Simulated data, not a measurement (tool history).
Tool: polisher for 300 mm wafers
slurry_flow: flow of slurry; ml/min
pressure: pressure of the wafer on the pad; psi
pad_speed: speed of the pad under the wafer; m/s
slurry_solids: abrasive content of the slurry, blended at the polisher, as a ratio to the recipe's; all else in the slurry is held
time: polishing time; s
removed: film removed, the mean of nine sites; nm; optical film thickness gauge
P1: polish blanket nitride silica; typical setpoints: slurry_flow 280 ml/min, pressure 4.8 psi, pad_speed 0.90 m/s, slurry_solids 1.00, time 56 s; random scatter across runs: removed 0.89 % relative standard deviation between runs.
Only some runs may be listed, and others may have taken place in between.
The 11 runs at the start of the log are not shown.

run,hour,slurry_flow,pressure,pad_speed,slurry_solids,time,wafers polished on this pad,hours since the slurry nozzle was cleaned,hours since the head pressure was calibrated,hours since the slurry blender was calibrated,hours since the conditioning disc was replaced,removed
12,59.0,280,4.8,0.46,1.00,56,237,587.3,547.5,131.8,458.4,25.344
13,65.7,280,4.8,0.90,1.45,56,289,594.0,554.2,138.5,465.1,50.628
14,69.3,385,4.8,0.90,1.00,29,318,597.6,557.8,142.1,468.7,23.405
15,74.5,280,4.8,0.90,1.00,56,358,602.8,563.0,147.3,473.9,43.651
16,82.2,280,4.8,0.90,1.00,30,419,610.5,570.7,155.0,481.6,23.133
17,88.4,280,2.9,0.90,1.00,56,467,616.7,576.9,161.2,487.8,26.412
18,95.9,170,4.8,0.90,1.20,56,526,624.2,584.4,168.7,495.3,44.389
19,99.8,280,4.8,0.90,0.55,56,557,628.1,588.3,172.6,499.2,31.972
20,106.7,280,4.8,0.90,1.00,56,611,635.0,595.2,179.5,506.1,44.034
21,113.0,280,4.8,0.90,1.00,56,660,641.3,601.5,185.8,512.4,41.912
22,117.5,280,4.8,0.90,1.00,56,695,645.8,606.0,190.3,516.9,41.193
23,122.9,280,4.8,0.90,1.00,56,738,651.2,611.4,195.7,522.3,39.893
24,128.9,280,4.8,0.90,1.00,56,785,657.2,617.4,201.7,528.3,39.726
# hour 130.8: worn pad replaced by a new one
25,135.3,280,4.8,0.90,1.00,56,35,663.6,623.8,208.1,534.7,39.128
# hour 141.0: conditioning disc replaced and pad reconditioned
# hour 141.4: slurry nozzle cleaned
26,142.8,280,4.8,0.90,1.00,56,94,1.4,631.3,215.6,1.8,38.549
27,146.3,280,4.8,0.90,1.00,56,122,4.9,634.8,219.1,5.3,38.751
28,151.2,280,4.8,0.90,1.00,56,160,9.8,639.7,224.0,10.2,38.235
29,156.5,280,4.8,0.90,1.00,56,201,15.1,645.0,229.3,15.5,38.403

Run 30 comes next. What will it give?
30,161.5,280,4.8,0.90,1.00,56,241,20.1,650.0,234.3,20.5,?

{"run 30": {"removed": 38.6}}
